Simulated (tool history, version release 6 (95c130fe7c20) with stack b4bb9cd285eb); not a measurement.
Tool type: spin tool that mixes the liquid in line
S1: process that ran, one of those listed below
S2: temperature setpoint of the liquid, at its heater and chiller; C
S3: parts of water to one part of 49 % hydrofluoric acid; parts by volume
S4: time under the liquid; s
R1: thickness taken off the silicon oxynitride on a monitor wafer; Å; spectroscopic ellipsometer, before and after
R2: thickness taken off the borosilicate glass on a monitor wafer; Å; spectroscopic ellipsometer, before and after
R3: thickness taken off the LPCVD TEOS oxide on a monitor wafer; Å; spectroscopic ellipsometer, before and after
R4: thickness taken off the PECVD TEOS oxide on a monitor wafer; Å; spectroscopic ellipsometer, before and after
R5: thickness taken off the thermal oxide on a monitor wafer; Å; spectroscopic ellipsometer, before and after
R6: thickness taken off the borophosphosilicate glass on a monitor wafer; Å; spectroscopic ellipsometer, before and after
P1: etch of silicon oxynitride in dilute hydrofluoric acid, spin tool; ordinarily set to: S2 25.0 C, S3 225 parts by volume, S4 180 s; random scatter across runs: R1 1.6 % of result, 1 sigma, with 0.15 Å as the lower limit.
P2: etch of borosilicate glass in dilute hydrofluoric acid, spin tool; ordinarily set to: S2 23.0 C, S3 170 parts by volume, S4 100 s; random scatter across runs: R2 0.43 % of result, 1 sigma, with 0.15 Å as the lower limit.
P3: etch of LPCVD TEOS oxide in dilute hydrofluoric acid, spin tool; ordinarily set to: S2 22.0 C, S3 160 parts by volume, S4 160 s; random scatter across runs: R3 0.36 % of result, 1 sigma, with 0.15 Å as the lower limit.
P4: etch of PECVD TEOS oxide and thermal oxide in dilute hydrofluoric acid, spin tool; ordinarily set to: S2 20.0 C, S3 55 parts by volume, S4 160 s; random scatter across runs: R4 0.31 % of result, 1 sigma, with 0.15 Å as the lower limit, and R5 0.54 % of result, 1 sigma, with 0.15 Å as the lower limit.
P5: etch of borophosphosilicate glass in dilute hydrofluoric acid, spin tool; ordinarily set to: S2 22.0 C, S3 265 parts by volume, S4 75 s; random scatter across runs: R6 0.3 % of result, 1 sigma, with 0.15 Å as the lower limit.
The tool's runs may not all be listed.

run,day,S1,S2,S3,S4,R1,R2,R3,R4,R5,R6
1,0.229,P1,25.0,225,180,18.2380,,,,,
2,0.579,P1,25.0,225,180,17.1190,,,,,
3,0.908,P2,23.0,30,100,,1393.400,,,,
4,1.383,P3,22.0,265,160,,,109.68,,,
5,1.812,P4,17.0,55,160,,,,227.43,116.880,
6,2.096,P1,25.0,70,335,119.6000,,,,,
7,2.512,P3,22.0,160,160,,,201.56,,,
8,2.825,P5,17.0,265,75,,,,,,123.630
9,3.162,P1,25.0,395,180,8.9173,,,,,
10,3.388,P2,23.0,170,100,,208.970,,,,
11,3.833,P4,20.0,55,160,,,,257.13,133.700,
12,4.100,P1,32.5,225,180,24.0160,,,,,
13,4.504,P5,22.0,265,75,,,,,,148.230
14,4.746,P3,22.0,160,305,,,386.12,,,
15,5.054,P1,25.0,225,180,17.4540,,,,,
16,5.446,P1,20.0,225,180,13.9680,,,,,
17,5.929,P2,26.5,170,100,,237.260,,,,
18,6.417,P4,20.0,80,160,,,,172.89,87.881,
19,6.833,P1,25.0,225,180,17.4440,,,,,
20,7.317,P5,22.0,265,75,,,,,,148.860
21,7.762,P1,25.0,225,180,17.3760,,,,,
22,8.058,P1,21.5,60,180,63.2930,,,,,
23,8.392,P1,25.0,225,180,16.9650,,,,,
24,8.838,P3,17.0,160,160,,,165.49,,,
25,9.254,P4,20.0,55,300,,,,484.81,249.400,
26,9.754,P5,22.0,480,75,,,,,,68.289
27,10.112,P1,25.0,145,180,29.7970,,,,,
28,10.538,P1,25.0,225,345,33.4530,,,,,
29,10.967,P3,22.0,160,160,,,202.24,,,
30,11.454,P1,25.0,225,45,4.5700,,,,,
31,11.921,P5,22.0,265,15,,,,,,29.577
32,12.271,P1,19.5,225,265,20.1570,,,,,
33,12.679,P2,23.0,170,20,,41.391,,,,
34,13.075,P2,23.0,170,100,,207.640,,,,
35,13.462,P1,25.0,225,180,17.5690,,,,,
36,13.950,P1,25.0,225,180,18.1850,,,,,
37,14.296,P1,25.0,225,180,18.7390,,,,,
38,14.725,P1,25.0,225,180,18.7580,,,,,
39,15.167,P1,25.0,225,180,19.3780,,,,,
40,15.417,P1,25.0,225,180,18.7680,,,,,
41,15.683,P1,25.0,225,180,19.0530,,,,,
42,15.967,P1,25.0,225,180,19.1460,,,,,
43,16.258,P1,25.0,225,180,19.2320,,,,,
44,16.658,P1,25.0,225,180,19.2210,,,,,
45,17.158,P1,25.0,225,180,19.3750,,,,,

P1 has crept away from where it was. The log is fitted equally well by each of these 2 causes, at the sizes shown:
A: liquid hotter than its thermometer reads (K) = 2.28
B: hydrofluoric acid flow above the setpoint (%) = 8.75
Onset of the creep was near day 13.462.

Listed below are the offered check runs, one wafer per run, with question marks in place of results. For which of them would the causes give clearly different outcomes?
check 1,17.658,P3,17.0,160,245,,,?,,,
check 2,17.658,P4,20.0,75,290,,,,?,?,
check 3,17.658,P2,23.0,60,100,,?,,,,
check 4,17.658,P5,22.0,435,75,,,,,,?

Outcome of each check run for each possible cause:
check,result,if A,if B
check 1,R3,278.49,279.72
check 2,R4,369.54,368.27
check 2,R5,189.580,188.930
check 3,R2,733.860,731.750
check 4,R6,83.832,87.182
Gap, in per cent, between the two causes that each check separates least, read from the result that separates them most: check 1 0.44 %; check 2 0.34 %; check 3 0.29 %; check 4 3.92 %
Of the check runs offered, only check 4 discriminates between the causes; the rest would read about the same regardless of which cause applies.

With check 4 done, the readings were: R6 84.242 Å. Identify which of the listed causes applies.

The correct cause is A, namely: liquid hotter than its thermometer reads (K).

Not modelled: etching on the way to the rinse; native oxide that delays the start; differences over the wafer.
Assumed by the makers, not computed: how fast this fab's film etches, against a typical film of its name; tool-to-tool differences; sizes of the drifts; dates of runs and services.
